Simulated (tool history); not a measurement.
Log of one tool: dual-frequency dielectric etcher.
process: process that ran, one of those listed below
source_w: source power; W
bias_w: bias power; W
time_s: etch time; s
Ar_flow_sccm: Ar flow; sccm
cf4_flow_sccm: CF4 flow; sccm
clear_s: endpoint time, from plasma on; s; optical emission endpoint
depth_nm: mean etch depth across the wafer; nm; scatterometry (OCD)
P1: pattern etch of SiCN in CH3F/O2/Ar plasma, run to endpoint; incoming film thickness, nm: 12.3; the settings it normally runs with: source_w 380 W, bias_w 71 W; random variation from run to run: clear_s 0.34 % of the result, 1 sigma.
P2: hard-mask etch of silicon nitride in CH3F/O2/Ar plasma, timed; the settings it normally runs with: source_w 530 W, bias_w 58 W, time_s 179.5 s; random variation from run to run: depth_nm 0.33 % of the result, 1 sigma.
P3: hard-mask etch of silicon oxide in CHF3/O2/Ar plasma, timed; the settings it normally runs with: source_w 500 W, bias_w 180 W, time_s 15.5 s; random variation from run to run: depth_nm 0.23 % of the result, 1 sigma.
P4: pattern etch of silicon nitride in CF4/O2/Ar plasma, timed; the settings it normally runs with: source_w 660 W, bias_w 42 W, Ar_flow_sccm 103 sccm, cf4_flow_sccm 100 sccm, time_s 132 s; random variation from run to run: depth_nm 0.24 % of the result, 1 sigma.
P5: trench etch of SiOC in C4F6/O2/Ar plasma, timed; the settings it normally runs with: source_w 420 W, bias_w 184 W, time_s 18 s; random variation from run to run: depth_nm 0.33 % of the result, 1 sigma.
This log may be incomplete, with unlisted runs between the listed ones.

| run | hour | process | source_w | bias_w | time_s | Ar_flow_sccm | cf4_flow_sccm | hours since the last wet clean | hours since the last source power generator calibration | hours since the last bias power generator calibration | clear_s | depth_nm |
|---|---|---|---|---|---|---|---|---|---|---|---|---|
| 1 | 2.2 | P1 | 380 | 71 |  |  |  | 282.2 | 1595.4 | 3369.5 | 33.802 |  |
| 2 | 4.7 | P5 | 420 | 184 | 18 |  |  | 284.7 | 1597.9 | 3372 |  | 39.144 |
| 3 | 7.1 | P1 | 500 | 46 |  |  |  | 287.1 | 1600.3 | 3374.4 | 35.304 |  |
| 4 | 11.4 | P5 | 420 | 225 | 18 |  |  | 291.4 | 1604.6 | 3378.7 |  | 41.683 |
| 5 | 15.3 | P2 | 530 | 76 | 179.5 |  |  | 295.3 | 1608.5 | 3382.6 |  | 146.26 |
| 6 | 18.2 | P1 | 380 | 71 |  |  |  | 298.2 | 1611.4 | 3385.5 | 34.044 |  |
| 7 | 20.3 | P1 | 550 | 71 |  |  |  | 300.3 | 1613.5 | 3387.6 | 29.476 |  |
| 8 | 23.5 | P5 | 420 | 184 | 25 |  |  | 303.5 | 1616.7 | 3390.8 |  | 54.273 |
| 9 | 26.8 | P4 | 660 | 42 | 132 | 103 | 100 | 306.8 | 1620 | 3394.1 |  | 294.82 |
| 10 | 29.7 | P1 | 440 | 95 |  |  |  | 309.7 | 1622.9 | 3397 | 28.914 |  |
| 11 | 32.4 | P4 | 660 | 29 | 132 | 103 | 100 | 312.4 | 1625.6 | 3399.7 |  | 262.12 |
| 12 | 36.6 | P3 | 500 | 180 | 9.5 |  |  | 316.6 | 1629.8 | 3403.9 |  | 17.064 |
| 13 | 39.6 | P2 | 690 | 58 | 179.5 |  |  | 319.6 | 1632.8 | 3406.9 |  | 147.16 |
| 14 | 41.6 | P1 | 380 | 71 |  |  |  | 321.6 | 1634.8 | 3408.9 | 33.887 |  |
| 15 | 45.3 | P2 | 530 | 58 | 119 |  |  | 325.3 | 1638.5 | 3412.6 |  | 87.929 |
| 16 | 49 | P1 | 380 | 88 |  |  |  | 329 | 1642.2 | 3416.3 | 31.248 |  |
| 17 | 52.1 | P1 | 380 | 71 |  |  |  | 332.1 | 1645.3 | 3419.4 | 33.75 |  |
| 18 | 54.2 | P4 | 660 | 42 | 132 | 103 | 59 | 334.2 | 1647.4 | 3421.5 |  | 273.45 |
| 19 | 57.6 | P1 | 230 | 71 |  |  |  | 337.6 | 1650.8 | 3424.9 | 40.689 |  |
| 20 | 61.8 | P5 | 250 | 184 | 18 |  |  | 341.8 | 1655 | 3429.1 |  | 32.024 |
| 21 | 66.2 | P3 | 500 | 180 | 15.5 |  |  | 346.2 | 1659.4 | 3433.5 |  | 27.867 |
| 22 | 68.8 | P1 | 290 | 54 |  |  |  | 348.8 | 1662 | 3436.1 | 41.144 |  |
| 23 | 70.9 | P1 | 380 | 55 |  |  |  | 350.9 | 1664.1 | 3438.2 | 36.892 |  |
| 24 | 74.4 | P4 | 660 | 42 | 72.5 | 103 | 100 | 354.4 | 1667.6 | 3441.7 |  | 162.63 |
| 25 | 76.7 | P1 | 380 | 71 |  |  |  | 356.7 | 1669.9 | 3444 | 33.679 |  |
| 26 | 80.3 | P4 | 660 | 42 | 132 | 103 | 100 | 360.3 | 1673.5 | 3447.6 |  | 295.96 |
| 27 | 84 | P3 | 500 | 253 | 15.5 |  |  | 364 | 1677.2 | 3451.3 |  | 31.402 |
| 28 | 88.1 | P3 | 680 | 180 | 15.5 |  |  | 368.1 | 1681.3 | 3455.4 |  | 31.237 |
| 29 | 91.9 | P4 | 460 | 42 | 132 | 103 | 100 | 371.9 | 1685.1 | 3459.2 |  | 216.02 |
| 30 | 95.8 | P3 | 500 | 180 | 15.5 |  |  | 375.8 | 1689 | 3463.1 |  | 27.786 |
| 31 | 98.2 | P5 | 420 | 184 | 18 |  |  | 378.2 | 1691.4 | 3465.5 |  | 39.071 |
| 32 | 102.4 | P1 | 380 | 71 |  |  |  | 382.4 | 1695.6 | 3469.7 | 33.924 |  |
| 33 | 104.6 | P4 | 660 | 42 | 132 | 134 | 100 | 384.6 | 1697.8 | 3471.9 |  | 286.38 |
| 34 | 107.7 | P2 | 530 | 58 | 179.5 |  |  | 387.7 | 1700.9 | 3475 |  | 132.62 |
| 35 | 110.6 | P1 | 380 | 71 |  |  |  | 390.6 | 1703.8 | 3477.9 | 33.697 |  |
| 36 | 114.9 | P1 | 380 | 71 |  |  |  | 394.9 | 1708.1 | 3482.2 | 34.142 |  |

Run 37 has not been measured yet. What should we expect?
| 37 | 117.4 | P1 | 380 | 71 |  |  |  | 397.4 | 1710.6 | 3484.7 | ? |  |

{"run 37": {"clear_s": 34.18}}
